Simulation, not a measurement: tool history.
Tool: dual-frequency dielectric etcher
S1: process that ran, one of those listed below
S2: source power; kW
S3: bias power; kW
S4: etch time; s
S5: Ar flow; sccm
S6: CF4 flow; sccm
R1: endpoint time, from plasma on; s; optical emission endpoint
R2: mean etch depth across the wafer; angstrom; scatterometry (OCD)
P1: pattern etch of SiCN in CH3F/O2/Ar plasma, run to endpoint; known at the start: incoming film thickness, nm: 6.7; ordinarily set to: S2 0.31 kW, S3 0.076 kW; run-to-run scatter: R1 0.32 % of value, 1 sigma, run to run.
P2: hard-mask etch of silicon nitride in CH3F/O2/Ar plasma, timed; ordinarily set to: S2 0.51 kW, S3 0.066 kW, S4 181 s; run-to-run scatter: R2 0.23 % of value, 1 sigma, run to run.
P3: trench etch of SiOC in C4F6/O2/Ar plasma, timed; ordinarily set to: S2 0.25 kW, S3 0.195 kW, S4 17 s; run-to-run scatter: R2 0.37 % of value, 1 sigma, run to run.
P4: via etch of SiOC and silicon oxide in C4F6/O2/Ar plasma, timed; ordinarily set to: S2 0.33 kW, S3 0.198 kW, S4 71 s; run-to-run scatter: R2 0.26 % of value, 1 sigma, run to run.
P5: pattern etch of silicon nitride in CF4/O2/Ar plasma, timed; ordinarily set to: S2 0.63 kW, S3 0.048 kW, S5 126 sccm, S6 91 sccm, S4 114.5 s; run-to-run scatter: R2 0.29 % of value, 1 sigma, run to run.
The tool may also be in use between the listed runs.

Run 1, day 0.133: S1 P1, S2 0.31 kW, S3 0.076 kW. Result: R1 19.864 s.
Run 2, day 0.375: S1 P4, S2 0.33 kW, S3 0.198 kW, S4 43 s. Result: R2 470.4 angstrom.
Run 3, day 0.538: S1 P5, S2 0.63 kW, S3 0.048 kW, S4 171.5 s, S5 126 sccm, S6 91 sccm. Result: R2 3820.2 angstrom.
Run 4, day 0.775: S1 P1, S2 0.31 kW, S3 0.076 kW. Result: R1 19.74 s.
Run 5, day 1.033: S1 P1, S2 0.39 kW, S3 0.076 kW. Result: R1 18.196 s.
Run 6, day 1.212: S1 P1, S2 0.31 kW, S3 0.076 kW. Result: R1 19.911 s.
Run 7, day 1.488: S1 P1, S2 0.37 kW, S3 0.048 kW. Result: R1 21.731 s.
At day 1.525: wet clean of the chamber.
Run 8, day 1.75: S1 P2, S2 0.51 kW, S3 0.066 kW, S4 181 s. Result: R2 1314.7 angstrom.
Run 9, day 1.9: S1 P2, S2 0.51 kW, S3 0.087 kW, S4 181 s. Result: R2 1446.5 angstrom.
Run 10, day 2.15: S1 P2, S2 0.51 kW, S3 0.066 kW, S4 181 s. Result: R2 1308.4 angstrom.
Run 11, day 2.362: S1 P1, S2 0.31 kW, S3 0.076 kW. Result: R1 19.911 s.
Run 12, day 2.575: S1 P3, S2 0.25 kW, S3 0.114 kW, S4 17 s. Result: R2 256.56 angstrom.
Run 13, day 2.8: S1 P3, S2 0.25 kW, S3 0.195 kW, S4 17 s. Result: R2 303.78 angstrom.
Run 14, day 2.971: S1 P5, S2 0.84 kW, S3 0.048 kW, S4 114.5 s, S5 126 sccm, S6 91 sccm. Result: R2 3280.3 angstrom.
Run 15, day 3.162: S1 P4, S2 0.33 kW, S3 0.198 kW, S4 71 s. Result: R2 777.56 angstrom.
Run 16, day 3.371: S1 P1, S2 0.25 kW, S3 0.098 kW. Result: R1 19.539 s.
Run 17, day 3.675: S1 P5, S2 0.63 kW, S3 0.048 kW, S4 114.5 s, S5 126 sccm, S6 72 sccm. Result: R2 2473.2 angstrom.
Run 18, day 3.879: S1 P2, S2 0.51 kW, S3 0.066 kW, S4 244.5 s. Result: R2 1767.5 angstrom.
Run 19, day 4.067: S1 P1, S2 0.31 kW, S3 0.103 kW. Result: R1 17.654 s.
Run 20, day 4.354: S1 P1, S2 0.31 kW, S3 0.076 kW. Result: R1 19.848 s.
Run 21, day 4.621: S1 P1, S2 0.31 kW, S3 0.062 kW. Result: R1 21.368 s.
Run 22, day 4.779: S1 P1, S2 0.21 kW, S3 0.076 kW. Result: R1 23.029 s.
Run 23, day 5.012: S1 P1, S2 0.31 kW, S3 0.076 kW. Result: R1 19.952 s.
Run 24, day 5.238: S1 P2, S2 0.32 kW, S3 0.066 kW, S4 181 s. Result: R2 1094.3 angstrom.
Run 25, day 5.396: S1 P3, S2 0.15 kW, S3 0.195 kW, S4 17 s. Result: R2 249.72 angstrom.
Run 26, day 5.583: S1 P5, S2 0.63 kW, S3 0.048 kW, S4 114.5 s, S5 98 sccm, S6 91 sccm. Result: R2 2643.2 angstrom.
Run 27, day 5.842: S1 P4, S2 0.27 kW, S3 0.198 kW, S4 71 s. Result: R2 720.75 angstrom.
Run 28, day 5.983: S1 P5, S2 0.63 kW, S3 0.061 kW, S4 114.5 s, S5 126 sccm, S6 91 sccm. Result: R2 2800.8 angstrom.
Run 29, day 6.188: S1 P4, S2 0.33 kW, S3 0.151 kW, S4 71 s. Result: R2 709.74 angstrom.
Run 30, day 6.475: S1 P1, S2 0.31 kW, S3 0.076 kW. Result: R1 19.919 s.
Run 31, day 6.675: S1 P5, S2 0.63 kW, S3 0.048 kW, S4 114.5 s, S5 126 sccm, S6 91 sccm. Result: R2 2563.6 angstrom.
Run 32, day 6.921: S1 P3, S2 0.25 kW, S3 0.195 kW, S4 10 s. Result: R2 177.78 angstrom.
Run 33, day 7.112: S1 P1, S2 0.31 kW, S3 0.076 kW. Result: R1 19.94 s.
Run 34, day 7.388: S1 P1, S2 0.31 kW, S3 0.076 kW. Result: R1 19.994 s.
Run 35, day 7.525: S1 P1, S2 0.31 kW, S3 0.076 kW. Result: R1 20.146 s.
Run 36, day 7.742: S1 P1, S2 0.31 kW, S3 0.076 kW. Result: R1 20.088 s.
Run 37, day 7.925: S1 P1, S2 0.31 kW, S3 0.076 kW. Result: R1 20.073 s.
At day 8.075: wet clean of the chamber.
Run 38, day 8.175: S1 P1, S2 0.31 kW, S3 0.076 kW. Result: R1 20.051 s.
Run 39, day 8.367: S1 P1, S2 0.31 kW, S3 0.076 kW. Result: R1 20.115 s.
Run 40, day 8.621: S1 P1, S2 0.31 kW, S3 0.076 kW. Result: R1 20.198 s.

P1 has crept away from where it was. The log is fitted equally well by each of these 2 causes, at the sizes shown:
A: bias power that arrives under what is set, % = 4.76
B: source power that arrives under what is set, % = 4.64
Creep in the process output first set in at about day 7.112.
Excluded causes, each with its reason:
chamber walls in a state that lowers the etch rate, %: work on it at day 8.075, done after the drift set in, did not restore what the process gave before

Of the 4 check runs listed below, each run on one wafer and each result written as a question mark, which would let you distinguish the listed causes because they would give clearly different results?
Run check 1, day 8.875: S1 P2, S2 0.51 kW, S3 0.066 kW, S4 181 s. Result: R2 ?.
Run check 2, day 8.875: S1 P5, S2 0.63 kW, S3 0.048 kW, S4 114.5 s, S5 126 sccm, S6 91 sccm. Result: R2 ?.
Run check 3, day 8.875: S1 P4, S2 0.33 kW, S3 0.198 kW, S4 71 s. Result: R2 ?.
Run check 4, day 8.875: S1 P3, S2 0.25 kW, S3 0.195 kW, S4 17 s. Result: R2 ?.

If the cause were each of the candidates in turn, the checks would give the following:
  check  result    if A    if B
check 1      R2  1287.4  1284.5
check 2      R2  2508.3  2451.8
check 3      R2  763.55  761.96
check 4      R2  297.77  297.15
Per-check spread between the two closest causes, in the result where they differ most: check 1 0.22 %; check 2 2.28 %; check 3 0.21 %; check 4 0.21 %
The causes can be told apart only by check 2. The other checks would give nearly the same results under each of them.

Check 2 was then run and gave: R2 2513.1 angstrom. Which cause is it?

It is A: bias power that arrives under what is set, %.
